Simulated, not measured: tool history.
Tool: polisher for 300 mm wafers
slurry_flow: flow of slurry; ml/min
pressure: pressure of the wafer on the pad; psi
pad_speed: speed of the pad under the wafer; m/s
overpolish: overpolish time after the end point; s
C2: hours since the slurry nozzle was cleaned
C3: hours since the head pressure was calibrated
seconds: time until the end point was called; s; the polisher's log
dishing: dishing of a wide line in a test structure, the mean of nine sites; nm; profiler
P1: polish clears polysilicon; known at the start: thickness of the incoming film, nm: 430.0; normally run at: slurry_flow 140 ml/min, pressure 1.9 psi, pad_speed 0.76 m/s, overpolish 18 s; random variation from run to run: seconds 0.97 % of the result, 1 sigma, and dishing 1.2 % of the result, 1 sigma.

{"run": 1, "day": 0.129, "slurry_flow": 140, "pressure": 1.9, "pad_speed": 0.76, "overpolish": 18, "wafers polished on this pad": 605, "C2": 404.0, "C3": 331.0, "seconds": 61.271, "dishing": 53.399}
{"run": 2, "day": 0.312, "slurry_flow": 140, "pressure": 1.9, "pad_speed": 1.12, "overpolish": 18, "wafers polished on this pad": 652, "C2": 408.4, "C3": 335.4, "seconds": 41.43, "dishing": 58.412}
{"run": 3, "day": 0.433, "slurry_flow": 140, "pressure": 1.0, "pad_speed": 0.76, "overpolish": 18, "wafers polished on this pad": 684, "C2": 411.3, "C3": 338.3, "seconds": 116.75, "dishing": 40.618}
{"run": 4, "day": 0.683, "slurry_flow": 140, "pressure": 1.9, "pad_speed": 0.76, "overpolish": 18, "wafers polished on this pad": 748, "C2": 417.3, "C3": 344.3, "seconds": 61.237, "dishing": 53.755}
{"run": 5, "day": 0.879, "slurry_flow": 140, "pressure": 1.9, "pad_speed": 0.76, "overpolish": 7, "wafers polished on this pad": 799, "C2": 422.0, "C3": 349.0, "seconds": 61.806, "dishing": 33.408}
{"run": 6, "day": 1.038, "slurry_flow": 185, "pressure": 1.9, "pad_speed": 0.76, "overpolish": 18, "wafers polished on this pad": 840, "C2": 425.8, "C3": 352.8, "seconds": 58.737, "dishing": 53.82}
{"run": 7, "day": 1.188, "slurry_flow": 140, "pressure": 1.9, "pad_speed": 0.76, "overpolish": 18, "wafers polished on this pad": 879, "C2": 429.4, "C3": 356.4, "seconds": 60.363, "dishing": 54.049}
{"run": 8, "day": 1.379, "slurry_flow": 140, "pressure": 2.6, "pad_speed": 0.76, "overpolish": 18, "wafers polished on this pad": 929, "C2": 434.0, "C3": 361.0, "seconds": 45.309, "dishing": 59.209}
{"run": 9, "day": 1.592, "slurry_flow": 140, "pressure": 1.9, "pad_speed": 0.76, "overpolish": 18, "wafers polished on this pad": 984, "C2": 439.1, "C3": 366.1, "seconds": 61.38, "dishing": 53.892}
{"run": 10, "day": 1.712, "slurry_flow": 140, "pressure": 1.9, "pad_speed": 0.38, "overpolish": 18, "wafers polished on this pad": 1015, "C2": 442.0, "C3": 369.0, "seconds": 124.1, "dishing": 39.15}
{"run": 11, "day": 1.888, "slurry_flow": 85, "pressure": 1.9, "pad_speed": 0.76, "overpolish": 18, "wafers polished on this pad": 1060, "C2": 446.2, "C3": 373.2, "seconds": 67.806, "dishing": 51.886}
{"run": 12, "day": 2.129, "slurry_flow": 140, "pressure": 1.9, "pad_speed": 0.76, "overpolish": 18, "wafers polished on this pad": 1123, "C2": 452.0, "C3": 379.0, "seconds": 60.272, "dishing": 52.462}
{"run": 13, "day": 2.267, "slurry_flow": 85, "pressure": 1.9, "pad_speed": 0.6, "overpolish": 18, "wafers polished on this pad": 1158, "C2": 455.3, "C3": 382.3, "seconds": 86.894, "dishing": 48.321}
{"run": 14, "day": 2.429, "slurry_flow": 140, "pressure": 1.9, "pad_speed": 0.76, "overpolish": 32, "wafers polished on this pad": 1200, "C2": 459.2, "C3": 386.2, "seconds": 60.795, "dishing": 59.079}
{"run": 15, "day": 2.546, "slurry_flow": 140, "pressure": 1.9, "pad_speed": 0.76, "overpolish": 18, "wafers polished on this pad": 1231, "C2": 462.0, "C3": 389.0, "seconds": 61.685, "dishing": 53.318}
{"run": 16, "day": 2.692, "slurry_flow": 140, "pressure": 1.9, "pad_speed": 0.76, "overpolish": 18, "wafers polished on this pad": 1268, "C2": 465.5, "C3": 392.5, "seconds": 62.998, "dishing": 52.744}
{"run": 17, "day": 2.892, "slurry_flow": 140, "pressure": 1.9, "pad_speed": 0.76, "overpolish": 18, "wafers polished on this pad": 1320, "C2": 470.3, "C3": 397.3, "seconds": 62.687, "dishing": 53.385}
{"run": 18, "day": 3.042, "slurry_flow": 140, "pressure": 1.9, "pad_speed": 0.76, "overpolish": 18, "wafers polished on this pad": 1359, "C2": 473.9, "C3": 400.9, "seconds": 65.181, "dishing": 52.403}
{"day": 3.279, "done": "head pressure recalibrated"}
{"run": 19, "day": 3.283, "slurry_flow": 140, "pressure": 1.9, "pad_speed": 0.76, "overpolish": 18, "wafers polished on this pad": 1422, "C2": 479.7, "C3": 0.1, "seconds": 66.352, "dishing": 52.539}
{"run": 20, "day": 3.446, "slurry_flow": 140, "pressure": 1.9, "pad_speed": 0.76, "overpolish": 18, "wafers polished on this pad": 1464, "C2": 483.6, "C3": 4.0, "seconds": 65.301, "dishing": 52.893}

The next listed run, before its measurement:
{"run": 21, "day": 3.692, "slurry_flow": 140, "pressure": 1.9, "pad_speed": 0.76, "overpolish": 18, "wafers polished on this pad": 1527, "C2": 489.5, "C3": 9.9, "seconds": "?", "dishing": "?"}

Run 21 gave seconds 67.038 s, dishing 51.096 nm.
